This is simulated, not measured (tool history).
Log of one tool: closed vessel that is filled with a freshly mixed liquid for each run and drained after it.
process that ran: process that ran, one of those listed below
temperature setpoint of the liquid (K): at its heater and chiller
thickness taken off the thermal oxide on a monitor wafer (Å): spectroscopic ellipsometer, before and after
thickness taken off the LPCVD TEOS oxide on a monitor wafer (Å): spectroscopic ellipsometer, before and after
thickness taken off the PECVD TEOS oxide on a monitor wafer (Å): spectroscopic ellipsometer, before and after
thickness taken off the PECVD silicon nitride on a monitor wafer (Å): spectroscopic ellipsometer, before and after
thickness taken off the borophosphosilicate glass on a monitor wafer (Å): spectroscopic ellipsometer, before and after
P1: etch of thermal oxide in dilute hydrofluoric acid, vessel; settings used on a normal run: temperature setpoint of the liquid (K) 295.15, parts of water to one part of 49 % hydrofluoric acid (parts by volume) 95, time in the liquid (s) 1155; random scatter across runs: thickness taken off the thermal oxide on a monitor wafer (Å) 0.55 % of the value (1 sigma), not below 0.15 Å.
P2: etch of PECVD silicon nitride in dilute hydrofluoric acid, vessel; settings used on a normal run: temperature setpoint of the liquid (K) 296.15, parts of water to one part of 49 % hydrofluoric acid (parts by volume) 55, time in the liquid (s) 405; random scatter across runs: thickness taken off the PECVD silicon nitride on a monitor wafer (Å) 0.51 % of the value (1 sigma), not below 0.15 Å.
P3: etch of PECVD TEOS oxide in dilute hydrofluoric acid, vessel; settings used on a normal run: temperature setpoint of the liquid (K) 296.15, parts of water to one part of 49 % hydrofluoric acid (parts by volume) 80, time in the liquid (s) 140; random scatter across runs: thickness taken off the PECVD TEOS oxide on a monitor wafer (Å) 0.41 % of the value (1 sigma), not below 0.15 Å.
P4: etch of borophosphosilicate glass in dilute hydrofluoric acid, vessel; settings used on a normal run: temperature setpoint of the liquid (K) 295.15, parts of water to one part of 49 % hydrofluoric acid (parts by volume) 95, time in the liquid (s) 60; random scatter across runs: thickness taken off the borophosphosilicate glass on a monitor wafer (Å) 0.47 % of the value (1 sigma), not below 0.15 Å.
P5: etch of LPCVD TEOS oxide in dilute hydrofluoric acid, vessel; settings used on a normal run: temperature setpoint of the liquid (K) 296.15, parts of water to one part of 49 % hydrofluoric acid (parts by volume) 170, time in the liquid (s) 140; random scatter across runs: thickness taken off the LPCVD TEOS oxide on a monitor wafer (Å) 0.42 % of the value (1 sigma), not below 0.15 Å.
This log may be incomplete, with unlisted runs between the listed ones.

| run | hour | process that ran | temperature setpoint of the liquid (K) | parts of water to one part of 49 % hydrofluoric acid (parts by volume) | time in the liquid (s) | hours since the thermometer was replaced | hours since the hydrofluoric acid flow meter was replaced | thickness taken off the thermal oxide on a monitor wafer (Å) | thickness taken off the LPCVD TEOS oxide on a monitor wafer (Å) | thickness taken off the PECVD TEOS oxide on a monitor wafer (Å) | thickness taken off the PECVD silicon nitride on a monitor wafer (Å) | thickness taken off the borophosphosilicate glass on a monitor wafer (Å) |
|---|---|---|---|---|---|---|---|---|---|---|---|---|
| 1 | 3.6 | P1 | 295.15 | 95 | 1155 | 653.7 | 1217 | 541.61 |  |  |  |  |
| 2 | 9.2 | P5 | 296.15 | 170 | 140 | 659.3 | 1222.6 |  | 144.55 |  |  |  |
| 3 | 14.1 | P3 | 304.15 | 80 | 140 | 664.2 | 1227.5 |  |  | 596.46 |  |  |
| 4 | 17.4 | P3 | 296.15 | 80 | 140 | 667.5 | 1230.8 |  |  | 438.24 |  |  |
| 5 | 24 | P1 | 295.15 | 160 | 490 | 674.1 | 1237.4 | 125.75 |  |  |  |  |
| 6 | 27.1 | P1 | 295.15 | 40 | 1155 | 677.2 | 1240.5 | 1383.7 |  |  |  |  |
| 7 | 32.2 | P5 | 296.15 | 260 | 140 | 682.3 | 1245.6 |  | 86.386 |  |  |  |
| 8 | 35.5 | P1 | 295.15 | 95 | 1155 | 685.6 | 1248.9 | 546.88 |  |  |  |  |
| 9 | 39.8 | P3 | 296.15 | 80 | 140 | 689.9 | 1253.2 |  |  | 432.77 |  |  |
| 10 | 43.6 | P5 | 290.15 | 170 | 140 | 693.7 | 1257 |  | 115.27 |  |  |  |
| 11 | 49.2 | P2 | 296.15 | 55 | 790 | 699.3 | 1262.6 |  |  |  | 389.15 |  |
| 12 | 54.5 | P1 | 291.15 | 95 | 1155 | 704.6 | 1267.9 | 454.25 |  |  |  |  |
| 13 | 60.1 | P4 | 295.15 | 95 | 115 | 710.2 | 1273.5 |  |  |  |  | 362.88 |
| 14 | 66.4 | P1 | 295.15 | 95 | 1155 | 716.5 | 1279.8 | 544.43 |  |  |  |  |
| 15 | 72.2 | P2 | 291.65 | 55 | 405 | 722.3 | 1285.6 |  |  |  | 146.67 |  |
| 16 | 76.8 | P3 | 296.15 | 125 | 140 | 726.9 | 1290.2 |  |  | 263.45 |  |  |
| 17 | 83.7 | P4 | 301.65 | 95 | 60 | 733.8 | 1297.1 |  |  |  |  | 243.13 |
| 18 | 90 | P1 | 295.15 | 95 | 2065 | 740.1 | 1303.4 | 968.8 |  |  |  |  |
| 19 | 94.2 | P1 | 301.65 | 95 | 1155 | 744.3 | 1307.6 | 690.47 |  |  |  |  |
| 20 | 100.1 | P1 | 295.15 | 95 | 535 | 750.2 | 1313.5 | 250.15 |  |  |  |  |
| 21 | 104.5 | P1 | 295.15 | 95 | 1155 | 754.6 | 1317.9 | 540.22 |  |  |  |  |
| 22 | 109.7 | P3 | 296.15 | 80 | 265 | 759.8 | 1323.1 |  |  | 824.79 |  |  |
| 23 | 115.8 | P5 | 296.15 | 170 | 280 | 765.9 | 1329.2 |  | 290.8 |  |  |  |
| 24 | 119.4 | P4 | 295.15 | 35 | 60 | 769.5 | 1332.8 |  |  |  |  | 550.06 |
| 25 | 124.5 | P1 | 295.15 | 95 | 1155 | 774.6 | 1337.9 | 542.64 |  |  |  |  |
| 26 | 127.6 | P1 | 295.15 | 95 | 1155 | 777.7 | 1341 | 538.35 |  |  |  |  |
| 27 | 130.9 | P2 | 296.15 | 55 | 405 | 781 | 1344.3 |  |  |  | 200.86 |  |
| 28 | 135.9 | P2 | 296.15 | 75 | 405 | 786 | 1349.3 |  |  |  | 147.6 |  |
| 29 | 139.7 | P4 | 295.15 | 95 | 60 | 789.8 | 1353.1 |  |  |  |  | 187.66 |

For run 30, what comes out?
| 30 | 142.8 | P5 | 296.15 | 170 | 140 | 792.9 | 1356.2 |  | ? |  |  |  |

{"run 30": {"thickness taken off the LPCVD TEOS oxide on a monitor wafer (Å)": 144.93}}
